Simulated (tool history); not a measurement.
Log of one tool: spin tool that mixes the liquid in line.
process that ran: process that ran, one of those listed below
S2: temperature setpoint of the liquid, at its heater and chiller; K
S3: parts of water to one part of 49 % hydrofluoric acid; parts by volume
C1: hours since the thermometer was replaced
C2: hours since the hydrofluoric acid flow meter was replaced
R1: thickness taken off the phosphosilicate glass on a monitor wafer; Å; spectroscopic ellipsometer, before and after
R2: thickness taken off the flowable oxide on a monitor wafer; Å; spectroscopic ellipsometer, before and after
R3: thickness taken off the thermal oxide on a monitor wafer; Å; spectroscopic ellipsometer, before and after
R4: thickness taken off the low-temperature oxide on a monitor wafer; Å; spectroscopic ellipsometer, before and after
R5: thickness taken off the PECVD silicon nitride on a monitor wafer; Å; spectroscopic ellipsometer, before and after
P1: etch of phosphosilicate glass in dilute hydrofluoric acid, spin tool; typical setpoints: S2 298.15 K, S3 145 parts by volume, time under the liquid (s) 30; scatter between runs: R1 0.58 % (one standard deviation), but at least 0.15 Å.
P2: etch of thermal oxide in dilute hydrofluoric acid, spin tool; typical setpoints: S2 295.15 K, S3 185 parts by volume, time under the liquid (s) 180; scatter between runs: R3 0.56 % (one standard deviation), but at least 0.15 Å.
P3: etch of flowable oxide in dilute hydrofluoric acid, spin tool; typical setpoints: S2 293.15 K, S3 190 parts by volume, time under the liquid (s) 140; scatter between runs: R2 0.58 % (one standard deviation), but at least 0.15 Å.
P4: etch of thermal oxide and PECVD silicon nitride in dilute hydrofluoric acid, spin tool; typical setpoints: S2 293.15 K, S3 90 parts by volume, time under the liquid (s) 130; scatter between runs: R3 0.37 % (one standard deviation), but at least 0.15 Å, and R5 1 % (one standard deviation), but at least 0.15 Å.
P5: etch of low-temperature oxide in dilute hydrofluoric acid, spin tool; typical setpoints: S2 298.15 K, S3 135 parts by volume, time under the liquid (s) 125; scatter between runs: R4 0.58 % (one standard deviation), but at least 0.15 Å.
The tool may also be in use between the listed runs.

{"run": 1, "day": 0.267, "process that ran": "P1", "S2": 298.15, "S3": 145, "time under the liquid (s)": 30, "C1": 1102.5, "C2": 899.3, "R1": 188.17}
{"run": 2, "day": 0.475, "process that ran": "P1", "S2": 298.15, "S3": 220, "time under the liquid (s)": 15, "C1": 1107.5, "C2": 904.3, "R1": 56.393}
{"run": 3, "day": 0.742, "process that ran": "P3", "S2": 293.15, "S3": 190, "time under the liquid (s)": 140, "C1": 1113.9, "C2": 910.7, "R2": 129.78}
{"run": 4, "day": 1.0, "process that ran": "P2", "S2": 295.15, "S3": 185, "time under the liquid (s)": 315, "C1": 1120.1, "C2": 916.9, "R3": 65.214}
{"run": 5, "day": 1.375, "process that ran": "P1", "S2": 298.15, "S3": 145, "time under the liquid (s)": 55, "C1": 1129.1, "C2": 925.9, "R1": 346.01}
{"run": 6, "day": 1.662, "process that ran": "P2", "S2": 290.15, "S3": 185, "time under the liquid (s)": 180, "C1": 1136.0, "C2": 932.8, "R3": 30.618}
{"run": 7, "day": 1.954, "process that ran": "P1", "S2": 298.15, "S3": 230, "time under the liquid (s)": 30, "C1": 1143.0, "C2": 939.8, "R1": 107.97}
{"run": 8, "day": 2.267, "process that ran": "P5", "S2": 290.15, "S3": 135, "time under the liquid (s)": 125, "C1": 1150.5, "C2": 947.3, "R4": 129.09}
{"run": 9, "day": 2.525, "process that ran": "P1", "S2": 298.15, "S3": 145, "time under the liquid (s)": 30, "C1": 1156.7, "C2": 953.5, "R1": 186.33}
{"run": 10, "day": 2.792, "process that ran": "P3", "S2": 293.15, "S3": 190, "time under the liquid (s)": 20, "C1": 1163.1, "C2": 959.9, "R2": 18.667}
{"run": 11, "day": 3.154, "process that ran": "P2", "S2": 295.15, "S3": 185, "time under the liquid (s)": 180, "C1": 1171.8, "C2": 968.6, "R3": 36.997}
{"run": 12, "day": 3.404, "process that ran": "P1", "S2": 298.15, "S3": 145, "time under the liquid (s)": 30, "C1": 1177.8, "C2": 974.6, "R1": 187.14}
{"run": 13, "day": 3.754, "process that ran": "P4", "S2": 293.15, "S3": 90, "time under the liquid (s)": 130, "C1": 1186.2, "C2": 983.0, "R3": 59.164, "R5": 23.303}
{"run": 14, "day": 4.062, "process that ran": "P1", "S2": 298.15, "S3": 145, "time under the liquid (s)": 30, "C1": 1193.6, "C2": 990.4, "R1": 186.2}
{"run": 15, "day": 4.308, "process that ran": "P5", "S2": 298.15, "S3": 135, "time under the liquid (s)": 230, "C1": 1199.5, "C2": 996.3, "R4": 327.31}
{"run": 16, "day": 4.667, "process that ran": "P2", "S2": 295.15, "S3": 290, "time under the liquid (s)": 180, "C1": 1208.1, "C2": 1004.9, "R3": 21.555}
{"run": 17, "day": 4.883, "process that ran": "P1", "S2": 298.15, "S3": 145, "time under the liquid (s)": 15, "C1": 1213.3, "C2": 1010.1, "R1": 93.554}
{"run": 18, "day": 5.183, "process that ran": "P1", "S2": 303.15, "S3": 145, "time under the liquid (s)": 30, "C1": 1220.5, "C2": 1017.3, "R1": 222.31}
{"run": 19, "day": 5.638, "process that ran": "P4", "S2": 298.65, "S3": 90, "time under the liquid (s)": 130, "C1": 1231.4, "C2": 1028.2, "R3": 73.341, "R5": 33.997}
{"run": 20, "day": 5.879, "process that ran": "P3", "S2": 293.15, "S3": 190, "time under the liquid (s)": 140, "C1": 1237.2, "C2": 1034.0, "R2": 130.66}
{"run": 21, "day": 6.192, "process that ran": "P5", "S2": 298.15, "S3": 65, "time under the liquid (s)": 125, "C1": 1244.7, "C2": 1041.5, "R4": 404.28}
{"run": 22, "day": 6.479, "process that ran": "P2", "S2": 295.15, "S3": 185, "time under the liquid (s)": 180, "C1": 1251.6, "C2": 1048.4, "R3": 36.908}
{"run": 23, "day": 6.717, "process that ran": "P1", "S2": 298.15, "S3": 145, "time under the liquid (s)": 30, "C1": 1257.3, "C2": 1054.1, "R1": 188.15}
{"run": 24, "day": 7.088, "process that ran": "P4", "S2": 293.15, "S3": 90, "time under the liquid (s)": 260, "C1": 1266.2, "C2": 1063.0, "R3": 117.2, "R5": 47.465}
{"run": 25, "day": 7.388, "process that ran": "P1", "S2": 298.15, "S3": 145, "time under the liquid (s)": 30, "C1": 1273.4, "C2": 1070.2, "R1": 187.84}
{"run": 26, "day": 7.612, "process that ran": "P1", "S2": 293.15, "S3": 145, "time under the liquid (s)": 30, "C1": 1278.8, "C2": 1075.6, "R1": 155.1}
{"run": 27, "day": 7.904, "process that ran": "P1", "S2": 298.15, "S3": 145, "time under the liquid (s)": 30, "C1": 1285.8, "C2": 1082.6, "R1": 188.76}
{"run": 28, "day": 8.283, "process that ran": "P4", "S2": 293.15, "S3": 30, "time under the liquid (s)": 130, "C1": 1294.9, "C2": 1091.7, "R3": 189.95, "R5": 68.495}

Expected results for the next run?
{"run": 29, "day": 8.729, "process that ran": "P1", "S2": 292.65, "S3": 90, "time under the liquid (s)": 30, "C1": 1305.6, "C2": 1102.4, "R1": "?"}

Logged for run 29: R1 257.330 Å.
